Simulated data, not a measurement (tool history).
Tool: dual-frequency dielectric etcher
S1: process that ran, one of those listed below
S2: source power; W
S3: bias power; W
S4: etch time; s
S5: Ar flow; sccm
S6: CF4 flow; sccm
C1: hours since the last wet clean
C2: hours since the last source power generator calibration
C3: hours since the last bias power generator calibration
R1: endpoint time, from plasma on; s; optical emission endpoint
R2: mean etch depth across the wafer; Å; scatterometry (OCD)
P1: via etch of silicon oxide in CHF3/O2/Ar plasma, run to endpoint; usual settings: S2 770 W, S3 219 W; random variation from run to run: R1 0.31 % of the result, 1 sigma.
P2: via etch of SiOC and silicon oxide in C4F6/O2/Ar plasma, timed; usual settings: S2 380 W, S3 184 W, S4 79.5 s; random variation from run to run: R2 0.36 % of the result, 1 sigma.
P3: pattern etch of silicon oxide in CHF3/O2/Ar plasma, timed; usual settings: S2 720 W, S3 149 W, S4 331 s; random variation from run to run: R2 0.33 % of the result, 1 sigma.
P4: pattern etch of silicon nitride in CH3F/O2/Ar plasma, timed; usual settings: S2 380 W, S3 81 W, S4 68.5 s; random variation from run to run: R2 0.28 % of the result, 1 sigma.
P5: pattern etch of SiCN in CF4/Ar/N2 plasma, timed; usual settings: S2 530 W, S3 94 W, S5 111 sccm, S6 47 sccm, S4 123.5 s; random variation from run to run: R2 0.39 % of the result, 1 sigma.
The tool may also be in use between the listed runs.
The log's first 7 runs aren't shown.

{"run": 8, "day": 3.446, "S1": "P1", "S2": 570, "S3": 219, "C1": 319.4, "C2": 1552.9, "C3": 2662, "R1": 340.17}
{"day": 3.65, "done": "source power generator calibrated"}
{"run": 9, "day": 3.771, "S1": "P4", "S2": 460, "S3": 81, "S4": 68.5, "C1": 327.2, "C2": 2.9, "C3": 2669.8, "R2": 509.7}
{"run": 10, "day": 4.125, "S1": "P2", "S2": 380, "S3": 258, "S4": 79.5, "C1": 335.7, "C2": 11.4, "C3": 2678.3, "R2": 1020.5}
{"run": 11, "day": 4.467, "S1": "P3", "S2": 720, "S3": 191, "S4": 331, "C1": 343.9, "C2": 19.6, "C3": 2686.5, "R2": 6966.6}
{"run": 12, "day": 4.783, "S1": "P2", "S2": 380, "S3": 184, "S4": 79.5, "C1": 351.5, "C2": 27.2, "C3": 2694.1, "R2": 903.4}
{"run": 13, "day": 5.296, "S1": "P3", "S2": 550, "S3": 149, "S4": 331, "C1": 363.8, "C2": 39.5, "C3": 2706.4, "R2": 5799}
{"run": 14, "day": 5.575, "S1": "P4", "S2": 380, "S3": 81, "S4": 68.5, "C1": 370.5, "C2": 46.2, "C3": 2713.1, "R2": 473.38}
{"run": 15, "day": 5.967, "S1": "P5", "S2": 530, "S3": 94, "S4": 123.5, "S5": 111, "S6": 47, "C1": 379.9, "C2": 55.6, "C3": 2722.5, "R2": 1233.2}
{"run": 16, "day": 6.45, "S1": "P4", "S2": 380, "S3": 81, "S4": 94, "C1": 391.5, "C2": 67.2, "C3": 2734.1, "R2": 652.36}
{"run": 17, "day": 6.804, "S1": "P1", "S2": 910, "S3": 159, "C1": 400, "C2": 75.7, "C3": 2742.6, "R1": 315.45}
{"run": 18, "day": 7.154, "S1": "P5", "S2": 530, "S3": 54, "S4": 123.5, "S5": 111, "S6": 47, "C1": 408.4, "C2": 84.1, "C3": 2751, "R2": 1009.3}
{"run": 19, "day": 7.642, "S1": "P5", "S2": 530, "S3": 94, "S4": 123.5, "S5": 111, "S6": 28, "C1": 420.1, "C2": 95.8, "C3": 2762.7, "R2": 1146.1}
{"run": 20, "day": 8.104, "S1": "P1", "S2": 1070, "S3": 219, "C1": 431.2, "C2": 106.9, "C3": 2773.8, "R1": 267.17}
{"run": 21, "day": 8.558, "S1": "P4", "S2": 380, "S3": 96, "S4": 68.5, "C1": 442.1, "C2": 117.8, "C3": 2784.7, "R2": 503.54}
{"run": 22, "day": 8.983, "S1": "P1", "S2": 770, "S3": 219, "C1": 452.3, "C2": 128, "C3": 2794.9, "R1": 303.53}
{"run": 23, "day": 9.517, "S1": "P1", "S2": 770, "S3": 219, "C1": 465.1, "C2": 140.8, "C3": 2807.7, "R1": 303.93}
{"run": 24, "day": 9.788, "S1": "P3", "S2": 720, "S3": 149, "S4": 187, "C1": 471.6, "C2": 147.3, "C3": 2814.2, "R2": 3640}

Run 25 comes next. What will it give?
{"run": 25, "day": 10.338, "S1": "P1", "S2": 770, "S3": 219, "C1": 484.8, "C2": 160.5, "C3": 2827.4, "R1": "?"}

{"run 25": {"R1": 304.11}}

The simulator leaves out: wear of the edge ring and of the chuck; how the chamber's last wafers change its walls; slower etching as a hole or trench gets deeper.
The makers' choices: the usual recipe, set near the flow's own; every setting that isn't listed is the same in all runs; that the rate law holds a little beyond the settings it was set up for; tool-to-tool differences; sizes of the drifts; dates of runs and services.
